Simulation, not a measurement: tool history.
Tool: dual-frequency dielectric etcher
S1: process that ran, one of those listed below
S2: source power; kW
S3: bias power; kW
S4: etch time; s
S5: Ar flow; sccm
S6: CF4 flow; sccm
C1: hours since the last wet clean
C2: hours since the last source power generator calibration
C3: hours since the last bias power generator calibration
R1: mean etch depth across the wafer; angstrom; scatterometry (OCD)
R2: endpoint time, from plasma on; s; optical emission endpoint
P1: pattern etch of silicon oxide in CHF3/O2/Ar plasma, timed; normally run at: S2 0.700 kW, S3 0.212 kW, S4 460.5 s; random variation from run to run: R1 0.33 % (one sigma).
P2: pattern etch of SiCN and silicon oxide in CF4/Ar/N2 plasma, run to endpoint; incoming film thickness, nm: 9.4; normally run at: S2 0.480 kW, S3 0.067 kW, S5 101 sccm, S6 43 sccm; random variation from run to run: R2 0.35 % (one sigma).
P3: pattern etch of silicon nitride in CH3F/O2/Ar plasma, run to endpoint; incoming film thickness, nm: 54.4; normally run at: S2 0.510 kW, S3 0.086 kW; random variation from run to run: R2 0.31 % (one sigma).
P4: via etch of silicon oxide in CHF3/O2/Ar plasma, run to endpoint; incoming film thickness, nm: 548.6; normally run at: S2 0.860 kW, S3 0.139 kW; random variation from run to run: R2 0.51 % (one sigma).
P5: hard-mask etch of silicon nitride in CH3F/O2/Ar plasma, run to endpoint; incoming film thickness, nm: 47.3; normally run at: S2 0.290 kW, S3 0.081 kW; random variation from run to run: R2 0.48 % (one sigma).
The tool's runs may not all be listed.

run   hour  S1     S2     S3     S4   S5  S6     C1      C2      C3       R1        R2
  1   13.6  P1  0.700  0.212  460.5           393.1  1144.4   826.3   9995.9
  2   21.6  P1  0.950  0.212  625.5           401.1  1152.4   834.3  15261.0
  3   30.1  P3  0.720  0.086                  409.6  1160.9   842.8            58.0990
  4   36.7  P2  0.480  0.067         101  33  416.2  1167.5   849.4            11.9030
  5   46.4  P1  0.700  0.212  690.0           425.9  1177.2   859.1  15071.0
  6   59.5  P2  0.480  0.067         134  43  439.0  1190.3   872.2            11.9130
  7   66.6  P1  0.700  0.212  460.5           446.1  1197.4   879.3  10067.0
  8   78.1  P1  0.700  0.212  322.0           457.6  1208.9   890.8   6986.9
  9   90.2  P5  0.290  0.081                  469.7  1221.0   902.9            73.1290
 10  100.0  P5  0.290  0.107                  479.5  1230.8   912.7            66.1090
 11  110.9  P1  0.700  0.212  460.5           490.4  1241.7   923.6  10045.0
 12  123.2  P3  0.510  0.086                  502.7  1254.0   935.9            66.0570
 13  134.0  P3  0.510  0.086                  513.5  1264.8   946.7            66.4690
 14  146.1  P4  0.600  0.139                  525.6  1276.9   958.8           301.6600
 15  158.3  P2  0.630  0.067         101  43  537.8  1289.1   971.0             8.8959
 16  169.3  P4  0.860  0.139                  548.8  1300.1   982.0           265.0500
 17  179.6  P5  0.290  0.081                  559.1  1310.4   992.3            73.1440
 18  187.3  P1  0.700  0.212  460.5           566.8  1318.1  1000.0   9972.3
 19  195.5  P1  0.700  0.282  460.5           575.0  1326.3  1008.2  11042.0
 20  206.2  P2  0.480  0.067         101  43  585.7  1337.0  1018.9            11.2970
 21  214.5  P3  0.510  0.065                  594.0  1345.3  1027.2            73.0390
 22  221.0  P2  0.480  0.067         101  43  600.5  1351.8  1033.7            11.3880
 23  231.8  P5  0.220  0.081                  611.3  1362.6  1044.5            81.3960
 24  237.9  P1  0.890  0.212  460.5           617.4  1368.7  1050.6  10930.0
 25  245.7  P4  0.860  0.096                  625.2  1376.5  1058.4           292.7900
 26  258.2  P4  0.860  0.139                  637.7  1389.0  1070.9           262.3300
 27  269.6  P1  0.700  0.132  460.5           649.1  1400.4  1082.3   8624.3
 28  277.2  P1  0.540  0.212  460.5           656.7  1408.0  1089.9   9085.3
 29  284.9  P2  0.480  0.080         101  43  664.4  1415.7  1097.6            10.6170
 30  293.9  P1  0.700  0.212  460.5           673.4  1424.7  1106.6  10001.0
 31  304.8  P1  0.700  0.212  460.5           684.3  1435.6  1117.5   9997.3
 32  315.2  P1  0.700  0.212  460.5           694.7  1446.0  1127.9   9909.9
 33  326.7  P1  0.700  0.212  460.5           706.2  1457.5  1139.4   9955.7
 34  333.3  P1  0.700  0.212  460.5           712.8  1464.1  1146.0   9910.3
 35  343.5  P1  0.700  0.212  460.5           723.0  1474.3  1156.2   9872.1
 36  354.9  P1  0.700  0.212  460.5           734.4  1485.7  1167.6   9882.2
 37  361.0  P1  0.700  0.212  460.5           740.5  1491.8  1173.7   9843.4
     369.1  -- wet clean of the chamber
 38  373.0  P1  0.700  0.212  460.5             4.0  1503.8  1185.7   9858.5
 39  382.7  P1  0.700  0.212  460.5            13.7  1513.5  1195.4   9845.5
 40  393.1  P1  0.700  0.212  460.5            24.1  1523.9  1205.8   9882.5
 41  404.8  P1  0.700  0.212  460.5            35.8  1535.6  1217.5   9893.7

What P1 gives has crept away from where it was. These 2 causes fit the log equally well, each at the size given:
A: source power that arrives under what is set, % = 4.27
B: bias power that arrives under what is set, % = 4.73
The creep began at about hour 304.8.
Why every other cause is out:
chamber walls in a state that lowers the etch rate, %: serviced at hour 369.1, which brought nothing back

4 check runs are offered, each on 2 wafers whose results are averaged, their results left as question marks. Which one tells the causes apart?
check 1  416.5  P5  0.290  0.081                                ?
check 2  416.5  P3  0.510  0.086                                ?
check 3  416.5  P4  0.860  0.139                                ?
check 4  416.5  P2  0.480  0.067      101  43                   ?

What each check would give under each cause:
  check  result      if A      if B
check 1      R2   74.5480   74.6250
check 2      R2   67.4370   67.4650
check 3      R2  266.7500  266.1600
check 4      R2   11.7780   11.5340
How far apart the two closest causes lie, in the result that separates them most: check 1 0.1 %; check 2 0.04 %; check 3 0.22 %; check 4 2.09 %
Check 4 tells the causes apart: in the others they would give nearly the same result.

Check 4 was then run and gave: R2 11.5410 s. Which cause is it?

It is B: bias power that arrives under what is set, %.

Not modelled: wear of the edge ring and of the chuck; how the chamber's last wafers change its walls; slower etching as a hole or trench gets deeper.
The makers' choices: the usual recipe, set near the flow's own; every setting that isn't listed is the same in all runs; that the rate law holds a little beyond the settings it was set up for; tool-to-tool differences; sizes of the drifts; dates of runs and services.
